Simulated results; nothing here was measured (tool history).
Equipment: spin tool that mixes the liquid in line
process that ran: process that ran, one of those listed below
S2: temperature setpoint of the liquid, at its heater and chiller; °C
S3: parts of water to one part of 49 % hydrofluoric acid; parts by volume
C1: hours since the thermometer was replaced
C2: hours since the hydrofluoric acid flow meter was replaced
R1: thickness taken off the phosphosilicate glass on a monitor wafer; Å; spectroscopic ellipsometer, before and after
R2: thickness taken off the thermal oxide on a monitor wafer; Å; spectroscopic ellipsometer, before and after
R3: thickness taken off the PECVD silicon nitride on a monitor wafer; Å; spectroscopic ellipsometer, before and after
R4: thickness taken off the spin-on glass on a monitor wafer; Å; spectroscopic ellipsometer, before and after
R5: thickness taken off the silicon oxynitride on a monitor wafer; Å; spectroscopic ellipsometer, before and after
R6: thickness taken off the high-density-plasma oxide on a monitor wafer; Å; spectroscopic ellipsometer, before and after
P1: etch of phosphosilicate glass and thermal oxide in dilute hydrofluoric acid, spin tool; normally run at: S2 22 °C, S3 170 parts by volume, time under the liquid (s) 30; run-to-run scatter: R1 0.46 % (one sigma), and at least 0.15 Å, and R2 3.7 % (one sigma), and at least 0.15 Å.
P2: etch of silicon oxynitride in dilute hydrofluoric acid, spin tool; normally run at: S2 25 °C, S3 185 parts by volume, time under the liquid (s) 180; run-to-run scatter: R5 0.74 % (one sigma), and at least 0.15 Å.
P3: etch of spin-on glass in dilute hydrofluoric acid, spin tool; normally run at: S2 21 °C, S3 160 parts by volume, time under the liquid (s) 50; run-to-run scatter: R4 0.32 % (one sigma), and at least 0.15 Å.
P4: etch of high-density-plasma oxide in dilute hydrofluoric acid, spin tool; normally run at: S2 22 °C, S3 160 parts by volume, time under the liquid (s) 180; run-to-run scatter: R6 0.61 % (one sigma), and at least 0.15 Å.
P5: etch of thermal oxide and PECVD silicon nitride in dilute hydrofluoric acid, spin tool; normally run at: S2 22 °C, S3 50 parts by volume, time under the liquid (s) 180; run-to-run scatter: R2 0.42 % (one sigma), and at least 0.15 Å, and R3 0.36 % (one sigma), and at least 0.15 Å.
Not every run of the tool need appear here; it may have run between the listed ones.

run 1 hour=10.7 | process_that_ran=P1 S2=22 S3=170 time_under_the_liquid_(s)=30 | C1=886.6 C2=410.9 | R1=250.07 R2=7.0456
run 2 hour=19 | process_that_ran=P1 S2=22 S3=170 time_under_the_liquid_(s)=30 | C1=894.9 C2=419.2 | R1=249.15 R2=6.8848
run 3 hour=28.7 | process_that_ran=P5 S2=26 S3=50 time_under_the_liquid_(s)=180 | C1=904.6 C2=428.9 | R2=193.75 R3=212.79
run 4 hour=37.7 | process_that_ran=P3 S2=21 S3=230 time_under_the_liquid_(s)=50 | C1=913.6 C2=437.9 | R4=71.738
run 5 hour=45.3 | process_that_ran=P1 S2=22 S3=310 time_under_the_liquid_(s)=30 | C1=921.2 C2=445.5 | R1=119.48 R2=3.1731
run 6 hour=59.6 | process_that_ran=P3 S2=21 S3=160 time_under_the_liquid_(s)=80 | C1=935.5 C2=459.8 | R4=177.28
run 7 hour=73.5 | process_that_ran=P1 S2=22 S3=170 time_under_the_liquid_(s)=15 | C1=949.4 C2=473.7 | R1=124.81 R2=3.54
run 8 hour=87.9 | process_that_ran=P2 S2=29.5 S3=185 time_under_the_liquid_(s)=180 | C1=963.8 C2=488.1 | R5=36.051
run 9 hour=96.4 | process_that_ran=P3 S2=21 S3=160 time_under_the_liquid_(s)=50 | C1=972.3 C2=496.6 | R4=110.47
run 10 hour=104.3 | process_that_ran=P1 S2=22 S3=170 time_under_the_liquid_(s)=50 | C1=980.2 C2=504.5 | R1=418.35 R2=12.073
run 11 hour=117.5 | process_that_ran=P4 S2=22 S3=160 time_under_the_liquid_(s)=180 | C1=993.4 C2=517.7 | R6=50.099
run 12 hour=131.2 | process_that_ran=P1 S2=22 S3=170 time_under_the_liquid_(s)=30 | C1=1007.1 C2=531.4 | R1=249.21 R2=6.6561
run 13 hour=145.5 | process_that_ran=P4 S2=22 S3=160 time_under_the_liquid_(s)=30 | C1=1021.4 C2=545.7 | R6=8.3886
run 14 hour=161.9 | process_that_ran=P4 S2=22 S3=160 time_under_the_liquid_(s)=180 | C1=1037.8 C2=562.1 | R6=50.805
run 15 hour=178.2 | process_that_ran=P4 S2=22 S3=100 time_under_the_liquid_(s)=180 | C1=1054.1 C2=578.4 | R6=86.983
run 16 hour=191.1 | process_that_ran=P1 S2=22 S3=70 time_under_the_liquid_(s)=50 | C1=1067 C2=591.3 | R1=1129.6 R2=30.167
run 17 hour=199.9 | process_that_ran=P5 S2=22 S3=50 time_under_the_liquid_(s)=180 | C1=1075.8 C2=600.1 | R2=163.31 R3=162.88
run 18 hour=217.2 | process_that_ran=P1 S2=22 S3=170 time_under_the_liquid_(s)=30 | C1=1093.1 C2=617.4 | R1=250.72 R2=7.2048
run 19 hour=228.9 | process_that_ran=P1 S2=22 S3=70 time_under_the_liquid_(s)=30 | C1=1104.8 C2=629.1 | R1=683.55 R2=19.996
run 20 hour=241.2 | process_that_ran=P4 S2=17 S3=160 time_under_the_liquid_(s)=180 | C1=1117.1 C2=641.4 | R6=40.826
run 21 hour=258 | process_that_ran=P5 S2=22 S3=50 time_under_the_liquid_(s)=180 | C1=1133.9 C2=658.2 | R2=164.85 R3=162.34
run 22 hour=271.1 | process_that_ran=P5 S2=22 S3=20 time_under_the_liquid_(s)=180 | C1=1147 C2=671.3 | R2=428.14 R3=396.14
run 23 hour=288 | process_that_ran=P2 S2=25 S3=40 time_under_the_liquid_(s)=180 | C1=1163.9 C2=688.2 | R5=152.9
run 24 hour=300 | process_that_ran=P1 S2=18.5 S3=170 time_under_the_liquid_(s)=15 | C1=1175.9 C2=700.2 | R1=108.85 R2=3.1906
run 25 hour=316.6 | process_that_ran=P2 S2=25 S3=185 time_under_the_liquid_(s)=270 | C1=1192.5 C2=716.8 | R5=43.149
run 26 hour=332.7 | process_that_ran=P3 S2=17 S3=160 time_under_the_liquid_(s)=50 | C1=1208.6 C2=732.9 | R4=94.776
run 27 hour=344 | process_that_ran=P1 S2=22 S3=285 time_under_the_liquid_(s)=60 | C1=1219.9 C2=744.2 | R1=265.22 R2=7.5172
run 28 hour=361.1 | process_that_ran=P1 S2=28 S3=170 time_under_the_liquid_(s)=30 | C1=1237 C2=761.3 | R1=313.11 R2=8.7625
run 29 hour=371.2 | process_that_ran=P2 S2=25 S3=185 time_under_the_liquid_(s)=180 | C1=1247.1 C2=771.4 | R5=29.083
run 30 hour=383.5 | process_that_ran=P1 S2=17 S3=170 time_under_the_liquid_(s)=30 | C1=1259.4 C2=783.7 | R1=203.07 R2=5.7008
run 31 hour=391.3 | process_that_ran=P5 S2=22 S3=50 time_under_the_liquid_(s)=275 | C1=1267.2 C2=791.5 | R2=250.73 R3=248.79
run 32 hour=401.7 | process_that_ran=P1 S2=22 S3=170 time_under_the_liquid_(s)=30 | C1=1277.6 C2=801.9 | R1=248.32 R2=7.0119
run 33 hour=415.8 | process_that_ran=P1 S2=22 S3=170 time_under_the_liquid_(s)=30 | C1=1291.7 C2=816 | R1=251.68 R2=7.0595
run 34 hour=426.6 | process_that_ran=P1 S2=22 S3=170 time_under_the_liquid_(s)=30 | C1=1302.5 C2=826.8 | R1=258.35 R2=7.0494
run 35 hour=440.6 | process_that_ran=P1 S2=22 S3=170 time_under_the_liquid_(s)=30 | C1=1316.5 C2=840.8 | R1=263.96 R2=7.0386
run 36 hour=456.2 | process_that_ran=P1 S2=22 S3=170 time_under_the_liquid_(s)=30 | C1=1332.1 C2=856.4 | R1=266.29 R2=8.0549
run 37 hour=464 | process_that_ran=P1 S2=22 S3=170 time_under_the_liquid_(s)=30 | C1=1339.9 C2=864.2 | R1=268.72 R2=7.922
run 38 hour=477.3 | process_that_ran=P1 S2=22 S3=170 time_under_the_liquid_(s)=30 | C1=1353.2 C2=877.5 | R1=268.56 R2=7.4862
run 39 hour=486 | process_that_ran=P1 S2=22 S3=170 time_under_the_liquid_(s)=30 | C1=1361.9 C2=886.2 | R1=267.76 R2=8.0234

P1 no longer gives what it gave before; its output has crept away from where it was. The following 2 causes, each at its listed size, fit the log equally well:
A: liquid hotter than its thermometer reads (K) = 1.82
B: hydrofluoric acid flow above the setpoint (%) = 6.05
The onset of the drift is placed at about hour 415.8.

Which of the 4 check runs listed below separates the causes, so that each cause would produce a clearly different result? Each run uses one wafer, and its results are marked with question marks.
run check 1 hour=494.7 | process_that_ran=P4 S2=22 S3=160 time_under_the_liquid_(s)=180 | R6=?
run check 2 hour=494.7 | process_that_ran=P2 S2=25 S3=185 time_under_the_liquid_(s)=180 | R5=?
run check 3 hour=494.7 | process_that_ran=P3 S2=21 S3=160 time_under_the_liquid_(s)=50 | R4=?
run check 4 hour=494.7 | process_that_ran=P5 S2=22 S3=50 time_under_the_liquid_(s)=180 | R2=? R3=?

What every check run would give for each of its results, assuming each possible cause in turn:
check=check_1 result=R6 if_A=54.238 if_B=54.172
check=check_2 result=R5 if_A=31.765 if_B=31.348
check=check_3 result=R4 if_A=119.17 if_B=118.91
check=check_4 result=R2 if_A=177.23 if_B=174.9
check=check_4 result=R3 if_A=183.6 if_B=171.79
Minimum pairwise separation of causes per check, each pair taken at its best-separating result: check 1 0.12 %; check 2 1.32 %; check 3 0.22 %; check 4 6.65 %
Check 4 is the one run that separates the causes; every other check would come out nearly the same whichever cause is at work.

Here is what check 4 returned: R2 178.3 Å; R3 183.16 Å. Which cause is it?

A is the cause: liquid hotter than its thermometer reads (K).
